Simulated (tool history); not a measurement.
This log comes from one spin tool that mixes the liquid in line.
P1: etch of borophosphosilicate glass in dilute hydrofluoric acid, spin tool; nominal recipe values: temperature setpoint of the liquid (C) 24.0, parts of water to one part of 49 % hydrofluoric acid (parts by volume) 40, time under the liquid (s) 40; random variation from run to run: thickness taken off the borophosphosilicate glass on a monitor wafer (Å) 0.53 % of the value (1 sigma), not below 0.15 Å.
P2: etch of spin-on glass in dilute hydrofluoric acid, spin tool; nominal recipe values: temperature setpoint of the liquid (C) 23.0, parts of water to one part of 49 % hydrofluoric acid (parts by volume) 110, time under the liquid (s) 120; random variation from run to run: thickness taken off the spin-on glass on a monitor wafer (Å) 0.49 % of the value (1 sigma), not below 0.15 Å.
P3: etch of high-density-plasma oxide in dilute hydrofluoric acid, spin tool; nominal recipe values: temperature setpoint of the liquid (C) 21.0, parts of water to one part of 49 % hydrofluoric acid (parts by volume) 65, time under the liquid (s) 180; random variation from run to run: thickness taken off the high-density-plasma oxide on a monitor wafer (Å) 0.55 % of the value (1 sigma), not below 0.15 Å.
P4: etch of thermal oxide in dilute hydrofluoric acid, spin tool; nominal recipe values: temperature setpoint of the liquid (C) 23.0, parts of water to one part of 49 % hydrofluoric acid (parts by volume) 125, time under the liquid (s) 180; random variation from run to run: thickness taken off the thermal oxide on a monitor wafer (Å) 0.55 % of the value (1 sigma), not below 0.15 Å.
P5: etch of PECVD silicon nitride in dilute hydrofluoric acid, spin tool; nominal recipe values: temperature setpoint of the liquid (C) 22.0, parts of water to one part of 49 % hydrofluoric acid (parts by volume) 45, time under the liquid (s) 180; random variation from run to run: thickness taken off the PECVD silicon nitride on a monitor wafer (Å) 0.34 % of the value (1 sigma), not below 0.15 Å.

| run | hour | process that ran | temperature setpoint of the liquid (C) | parts of water to one part of 49 % hydrofluoric acid (parts by volume) | time under the liquid (s) | hours since the thermometer was replaced | hours since the hydrofluoric acid flow meter was replaced | thickness taken off the borophosphosilicate glass on a monitor wafer (Å) | thickness taken off the spin-on glass on a monitor wafer (Å) | thickness taken off the high-density-plasma oxide on a monitor wafer (Å) | thickness taken off the PECVD silicon nitride on a monitor wafer (Å) | thickness taken off the thermal oxide on a monitor wafer (Å) |
|---|---|---|---|---|---|---|---|---|---|---|---|---|
| 1 | 4.7 | P1 | 24.0 | 40 | 40 | 915.8 | 680.6 | 377.34 |  |  |  |  |
| 2 | 14.1 | P2 | 23.0 | 175 | 120 | 925.2 | 690.0 |  | 271.94 |  |  |  |
| 3 | 21.3 | P1 | 24.0 | 40 | 40 | 932.4 | 697.2 | 375.11 |  |  |  |  |
| 4 | 27.3 | P3 | 21.0 | 65 | 180 | 938.4 | 703.2 |  |  | 225.18 |  |  |
| 5 | 35.4 | P1 | 24.0 | 60 | 65 | 946.5 | 711.3 | 394.57 |  |  |  |  |
| 6 | 41.9 | P5 | 22.0 | 45 | 95 | 953.0 | 717.8 |  |  |  | 69.917 |  |
| 7 | 51.4 | P1 | 24.0 | 20 | 40 | 962.5 | 727.3 | 770.06 |  |  |  |  |
| 8 | 61.4 | P1 | 24.0 | 40 | 40 | 972.5 | 737.3 | 372.78 |  |  |  |  |
| 9 | 69.4 | P4 | 23.0 | 125 | 180 | 980.5 | 745.3 |  |  |  |  | 67.381 |
| 10 | 74.2 | P1 | 24.0 | 40 | 15 | 985.3 | 750.1 | 140.96 |  |  |  |  |
| 11 | 82.5 | P5 | 17.0 | 45 | 180 | 993.6 | 758.4 |  |  |  | 93.201 |  |
| 12 | 87.4 | P4 | 23.0 | 125 | 180 | 998.5 | 763.3 |  |  |  |  | 66.793 |
| 13 | 96.5 | P1 | 29.5 | 40 | 40 | 1007.6 | 772.4 | 468.75 |  |  |  |  |
|  | 98.1 | hydrofluoric acid flow meter replaced |
| 14 | 102.9 | P4 | 23.0 | 30 | 180 | 1014.0 | 4.9 |  |  |  |  | 314.540 |
| 15 | 109.9 | P3 | 21.0 | 65 | 335 | 1021.0 | 11.9 |  |  | 424.96 |  |  |
| 16 | 116.6 | P1 | 24.0 | 65 | 40 | 1027.7 | 18.6 | 224.56 |  |  |  |  |
| 17 | 125.9 | P3 | 21.0 | 65 | 180 | 1037.0 | 27.9 |  |  | 228.16 |  |  |
| 18 | 132.0 | P4 | 31.0 | 125 | 180 | 1043.1 | 34.0 |  |  |  |  | 90.262 |
| 19 | 141.6 | P1 | 24.0 | 40 | 65 | 1052.7 | 43.6 | 614.63 |  |  |  |  |
| 20 | 150.6 | P2 | 23.0 | 110 | 120 | 1061.7 | 52.6 |  | 465.53 |  |  |  |
| 21 | 157.8 | P5 | 22.0 | 80 | 180 | 1068.9 | 59.8 |  |  |  | 75.703 |  |
| 22 | 167.6 | P1 | 24.0 | 40 | 40 | 1078.7 | 69.6 | 379.22 |  |  |  |  |
| 23 | 172.0 | P4 | 23.0 | 125 | 265 | 1083.1 | 74.0 |  |  |  |  | 99.139 |
| 24 | 180.3 | P1 | 24.0 | 40 | 40 | 1091.4 | 82.3 | 379.96 |  |  |  |  |
| 25 | 190.5 | P5 | 22.0 | 45 | 180 | 1101.6 | 92.5 |  |  |  | 132.870 |  |
| 26 | 196.4 | P3 | 26.0 | 65 | 180 | 1107.5 | 98.4 |  |  | 279.77 |  |  |
| 27 | 204.0 | P3 | 21.0 | 30 | 180 | 1115.1 | 106.0 |  |  | 509.56 |  |  |
| 28 | 211.5 | P2 | 23.0 | 110 | 190 | 1122.6 | 113.5 |  | 740.57 |  |  |  |
| 29 | 216.7 | P2 | 23.0 | 110 | 120 | 1127.8 | 118.7 |  | 464.90 |  |  |  |
| 30 | 222.6 | P2 | 19.0 | 110 | 120 | 1133.7 | 124.6 |  | 395.62 |  |  |  |
| 31 | 229.9 | P1 | 24.0 | 40 | 40 | 1141.0 | 131.9 | 377.86 |  |  |  |  |
| 32 | 239.1 | P1 | 24.0 | 40 | 40 | 1150.2 | 141.1 | 378.29 |  |  |  |  |
| 33 | 246.1 | P1 | 17.0 | 40 | 40 | 1157.2 | 148.1 | 281.52 |  |  |  |  |
| 34 | 250.8 | P1 | 24.0 | 40 | 40 | 1161.9 | 152.8 | 378.22 |  |  |  |  |
| 35 | 259.4 | P1 | 24.0 | 40 | 40 | 1170.5 | 161.4 | 360.05 |  |  |  |  |
| 36 | 264.9 | P1 | 24.0 | 40 | 40 | 1176.0 | 166.9 | 353.16 |  |  |  |  |
| 37 | 272.9 | P1 | 24.0 | 40 | 40 | 1184.0 | 174.9 | 347.73 |  |  |  |  |
| 38 | 282.0 | P1 | 24.0 | 40 | 40 | 1193.1 | 184.0 | 341.27 |  |  |  |  |
| 39 | 291.9 | P1 | 24.0 | 40 | 40 | 1203.0 | 193.9 | 339.60 |  |  |  |  |
| 40 | 300.3 | P1 | 24.0 | 40 | 40 | 1211.4 | 202.3 | 340.04 |  |  |  |  |

Something has made what P1 gives creep away from where it was; the 2 causes below, each at its own stated size, fit the log equally well:
A: liquid colder than its thermometer reads (K) = 2.33
B: hydrofluoric acid flow below the setpoint (%) = 8.79
Onset of the creep was near hour 250.8.

Question marks stand in for the results of the 4 check runs listed below, each run on one wafer. Under which run would the listed causes show clearly different results?
| check 1 | 308.7 | P5 | 22.0 | 45 | 180 |  |  |  |  |  | ? |  |
| check 2 | 308.7 | P4 | 23.0 | 125 | 180 |  |  |  |  |  |  | ? |
| check 3 | 308.7 | P3 | 21.0 | 65 | 180 |  |  |  |  | ? |  |  |
| check 4 | 308.7 | P2 | 23.0 | 110 | 120 |  |  |  | ? |  |  |  |

Outcome of each check run for each possible cause:
| check | result | if A | if B |
|---|---|---|---|
| check 1 | thickness taken off the PECVD silicon nitride on a monitor wafer (Å) | 112.970 | 121.340 |
| check 2 | thickness taken off the thermal oxide on a monitor wafer (Å) | 61.169 | 60.362 |
| check 3 | thickness taken off the high-density-plasma oxide on a monitor wafer (Å) | 205.67 | 205.39 |
| check 4 | thickness taken off the spin-on glass on a monitor wafer (Å) | 423.84 | 419.24 |
Separation of the two closest causes in each check, using whichever result separates them best: check 1 7.15 %; check 2 1.33 %; check 3 0.14 %; check 4 1.09 %
The causes can be told apart only by check 1. The other checks would give nearly the same results under each of them.

Check 1 was then run and gave: thickness taken off the PECVD silicon nitride on a monitor wafer (Å) 121.070. Which cause is it?

The correct cause is B, namely: hydrofluoric acid flow below the setpoint (%).
